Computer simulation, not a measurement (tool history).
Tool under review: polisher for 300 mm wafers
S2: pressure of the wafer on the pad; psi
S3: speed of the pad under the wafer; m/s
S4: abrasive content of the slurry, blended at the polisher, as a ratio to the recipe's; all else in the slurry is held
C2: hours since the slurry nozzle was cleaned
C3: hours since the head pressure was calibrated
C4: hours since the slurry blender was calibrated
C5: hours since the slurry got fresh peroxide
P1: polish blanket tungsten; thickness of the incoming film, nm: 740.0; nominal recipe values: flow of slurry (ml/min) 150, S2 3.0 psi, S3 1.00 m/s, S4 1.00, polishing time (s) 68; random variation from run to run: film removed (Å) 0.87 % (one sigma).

{"run": 1, "hour": 6.9, "flow of slurry (ml/min)": 150, "S2": 3.0, "S3": 1.0, "S4": 1.0, "polishing time (s)": 68, "wafers polished on this pad": 1085, "C2": 304.0, "C3": 730.1, "C4": 177.9, "C5": 33.1, "film removed (Å)": 2705.0}
{"run": 2, "hour": 11.8, "flow of slurry (ml/min)": 90, "S2": 3.0, "S3": 1.54, "S4": 1.0, "polishing time (s)": 68, "wafers polished on this pad": 1118, "C2": 308.9, "C3": 735.0, "C4": 182.8, "C5": 38.0, "film removed (Å)": 3790.2}
{"run": 3, "hour": 17.3, "flow of slurry (ml/min)": 150, "S2": 3.0, "S3": 1.0, "S4": 1.0, "polishing time (s)": 105, "wafers polished on this pad": 1155, "C2": 314.4, "C3": 740.5, "C4": 188.3, "C5": 43.5, "film removed (Å)": 4224.5}
{"run": 4, "hour": 20.8, "flow of slurry (ml/min)": 150, "S2": 3.0, "S3": 1.0, "S4": 1.0, "polishing time (s)": 68, "wafers polished on this pad": 1178, "C2": 317.9, "C3": 744.0, "C4": 191.8, "C5": 47.0, "film removed (Å)": 2741.1}
{"run": 5, "hour": 28.6, "flow of slurry (ml/min)": 150, "S2": 3.0, "S3": 1.0, "S4": 1.0, "polishing time (s)": 68, "wafers polished on this pad": 1231, "C2": 325.7, "C3": 751.8, "C4": 199.6, "C5": 54.8, "film removed (Å)": 2714.3}
{"run": 6, "hour": 36.2, "flow of slurry (ml/min)": 150, "S2": 3.0, "S3": 1.0, "S4": 1.0, "polishing time (s)": 37, "wafers polished on this pad": 1282, "C2": 333.3, "C3": 759.4, "C4": 207.2, "C5": 62.4, "film removed (Å)": 1501.5}
{"hour": 38.0, "done": "slurry tank refilled with fresh slurry and peroxide"}
{"run": 7, "hour": 41.6, "flow of slurry (ml/min)": 150, "S2": 4.4, "S3": 1.0, "S4": 1.0, "polishing time (s)": 68, "wafers polished on this pad": 1318, "C2": 338.7, "C3": 764.8, "C4": 212.6, "C5": 3.7, "film removed (Å)": 4026.8}
{"run": 8, "hour": 45.6, "flow of slurry (ml/min)": 150, "S2": 3.0, "S3": 1.52, "S4": 1.0, "polishing time (s)": 68, "wafers polished on this pad": 1345, "C2": 342.7, "C3": 768.8, "C4": 216.6, "C5": 7.7, "film removed (Å)": 4180.4}
{"run": 9, "hour": 52.8, "flow of slurry (ml/min)": 150, "S2": 1.9, "S3": 1.0, "S4": 1.0, "polishing time (s)": 68, "wafers polished on this pad": 1393, "C2": 349.9, "C3": 776.0, "C4": 223.8, "C5": 14.9, "film removed (Å)": 1743.8}
{"run": 10, "hour": 59.5, "flow of slurry (ml/min)": 150, "S2": 3.0, "S3": 1.0, "S4": 1.0, "polishing time (s)": 68, "wafers polished on this pad": 1439, "C2": 356.6, "C3": 782.7, "C4": 230.5, "C5": 21.6, "film removed (Å)": 2712.8}
{"run": 11, "hour": 66.5, "flow of slurry (ml/min)": 220, "S2": 3.0, "S3": 1.0, "S4": 1.0, "polishing time (s)": 68, "wafers polished on this pad": 1486, "C2": 363.6, "C3": 789.7, "C4": 237.5, "C5": 28.6, "film removed (Å)": 2866.0}
{"run": 12, "hour": 73.9, "flow of slurry (ml/min)": 150, "S2": 3.0, "S3": 0.7, "S4": 1.0, "polishing time (s)": 68, "wafers polished on this pad": 1535, "C2": 371.0, "C3": 797.1, "C4": 244.9, "C5": 36.0, "film removed (Å)": 1904.4}
{"run": 13, "hour": 79.3, "flow of slurry (ml/min)": 150, "S2": 1.6, "S3": 1.4, "S4": 1.0, "polishing time (s)": 68, "wafers polished on this pad": 1572, "C2": 376.4, "C3": 802.5, "C4": 250.3, "C5": 41.4, "film removed (Å)": 2067.2}
{"run": 14, "hour": 83.0, "flow of slurry (ml/min)": 90, "S2": 3.0, "S3": 1.0, "S4": 1.0, "polishing time (s)": 68, "wafers polished on this pad": 1597, "C2": 380.1, "C3": 806.2, "C4": 254.0, "C5": 45.1, "film removed (Å)": 2479.7}
{"run": 15, "hour": 87.4, "flow of slurry (ml/min)": 150, "S2": 3.0, "S3": 1.0, "S4": 1.4, "polishing time (s)": 35, "wafers polished on this pad": 1626, "C2": 384.5, "C3": 810.6, "C4": 258.4, "C5": 49.5, "film removed (Å)": 1538.2}
{"run": 16, "hour": 94.9, "flow of slurry (ml/min)": 150, "S2": 3.0, "S3": 1.0, "S4": 0.5, "polishing time (s)": 68, "wafers polished on this pad": 1677, "C2": 392.0, "C3": 818.1, "C4": 265.9, "C5": 57.0, "film removed (Å)": 2307.7}
{"hour": 96.9, "done": "worn pad replaced by a new one"}
{"hour": 97.0, "done": "head pressure recalibrated"}
{"run": 17, "hour": 102.2, "flow of slurry (ml/min)": 150, "S2": 3.0, "S3": 1.0, "S4": 1.0, "polishing time (s)": 68, "wafers polished on this pad": 35, "C2": 399.3, "C3": 5.2, "C4": 273.2, "C5": 64.3, "film removed (Å)": 2743.8}
{"run": 18, "hour": 105.8, "flow of slurry (ml/min)": 150, "S2": 3.0, "S3": 1.0, "S4": 1.0, "polishing time (s)": 68, "wafers polished on this pad": 59, "C2": 402.9, "C3": 8.8, "C4": 276.8, "C5": 67.9, "film removed (Å)": 2731.7}
{"run": 19, "hour": 113.0, "flow of slurry (ml/min)": 150, "S2": 3.0, "S3": 1.0, "S4": 1.45, "polishing time (s)": 68, "wafers polished on this pad": 108, "C2": 410.1, "C3": 16.0, "C4": 284.0, "C5": 75.1, "film removed (Å)": 2977.7}
{"run": 20, "hour": 119.8, "flow of slurry (ml/min)": 150, "S2": 3.0, "S3": 1.0, "S4": 1.0, "polishing time (s)": 68, "wafers polished on this pad": 154, "C2": 416.9, "C3": 22.8, "C4": 290.8, "C5": 81.9, "film removed (Å)": 2739.7}
{"run": 21, "hour": 127.0, "flow of slurry (ml/min)": 150, "S2": 3.0, "S3": 1.0, "S4": 1.0, "polishing time (s)": 68, "wafers polished on this pad": 202, "C2": 424.1, "C3": 30.0, "C4": 298.0, "C5": 89.1, "film removed (Å)": 2585.7}
{"run": 22, "hour": 134.5, "flow of slurry (ml/min)": 150, "S2": 3.0, "S3": 1.0, "S4": 1.0, "polishing time (s)": 68, "wafers polished on this pad": 252, "C2": 431.6, "C3": 37.5, "C4": 305.5, "C5": 96.6, "film removed (Å)": 2535.5}
{"hour": 136.5, "done": "slurry tank refilled with fresh slurry and peroxide"}
{"hour": 138.4, "done": "slurry blender recalibrated"}
{"run": 23, "hour": 138.8, "flow of slurry (ml/min)": 150, "S2": 3.0, "S3": 1.0, "S4": 1.0, "polishing time (s)": 68, "wafers polished on this pad": 281, "C2": 435.9, "C3": 41.8, "C4": 0.5, "C5": 2.4, "film removed (Å)": 2518.9}
{"run": 24, "hour": 143.6, "flow of slurry (ml/min)": 150, "S2": 3.0, "S3": 1.0, "S4": 1.0, "polishing time (s)": 68, "wafers polished on this pad": 314, "C2": 440.7, "C3": 46.6, "C4": 5.3, "C5": 7.2, "film removed (Å)": 2539.4}
{"hour": 148.6, "done": "worn pad replaced by a new one"}
{"run": 25, "hour": 151.0, "flow of slurry (ml/min)": 150, "S2": 3.0, "S3": 1.0, "S4": 1.0, "polishing time (s)": 68, "wafers polished on this pad": 16, "C2": 448.1, "C3": 54.0, "C4": 12.7, "C5": 14.6, "film removed (Å)": 2474.9}
{"run": 26, "hour": 158.2, "flow of slurry (ml/min)": 150, "S2": 3.0, "S3": 1.0, "S4": 1.0, "polishing time (s)": 68, "wafers polished on this pad": 64, "C2": 455.3, "C3": 61.2, "C4": 19.9, "C5": 21.8, "film removed (Å)": 2532.7}

P1 no longer gives what it gave before; its output has crept away from where it was. The following 2 causes, each at its listed size, fit the log equally well:
A: head's pressure below its setpoint, % = 7.73
B: slurry flow missing at the pad, % = 32.2
The process output started creeping at around hour 119.8.
Each remaining cause and why it is not a fit:
removal rate lost through wear of the pad, %: serviced at hour 148.6, after the drift had started, without restoring the earlier output
abrasive missing from the slurry, %: serviced at hour 138.4, after the drift had started, without restoring the earlier output
peroxide lost from the slurry, %: serviced at hour 136.5, after the drift had started, without restoring the earlier output

Consider the 4 check runs below, whose results appear as question marks and each of which averages 2 wafers. Which one distinguishes the causes, in that each cause would give it a clearly different result?
{"run": "check 1", "hour": 165.4, "flow of slurry (ml/min)": 90, "S2": 3.0, "S3": 1.0, "S4": 0.7, "polishing time (s)": 68, "film removed (Å)": "?"}
{"run": "check 2", "hour": 165.4, "flow of slurry (ml/min)": 150, "S2": 4.1, "S3": 1.0, "S4": 0.75, "polishing time (s)": 68, "film removed (Å)": "?"}
{"run": "check 3", "hour": 165.4, "flow of slurry (ml/min)": 150, "S2": 3.0, "S3": 1.3, "S4": 0.55, "polishing time (s)": 68, "film removed (Å)": "?"}
{"run": "check 4", "hour": 165.4, "flow of slurry (ml/min)": 150, "S2": 3.0, "S3": 1.0, "S4": 0.7, "polishing time (s)": 94, "film removed (Å)": "?"}

Check results expected under each cause:
check=check_1 result=film_removed_(Å) if_A=2079.8 if_B=1987.2
check=check_2 result=film_removed_(Å) if_A=3230.9 if_B=3230.4
check=check_3 result=film_removed_(Å) if_A=2865.2 if_B=2864.7
check=check_4 result=film_removed_(Å) if_A=3216.8 if_B=3216.2
Smallest distance between any two causes, each pair judged by its most separating result, in per cent: check 1 4.55 %; check 2 0.02 %; check 3 0.02 %; check 4 0.02 %
Only in check 1 would the causes give clearly different results; in the remaining checks their results would be nearly the same.

With check 1 done, the readings were: film removed (Å) 2076.3. Identify which of the listed causes applies.

Of the candidate causes, it is A: head's pressure below its setpoint, %.
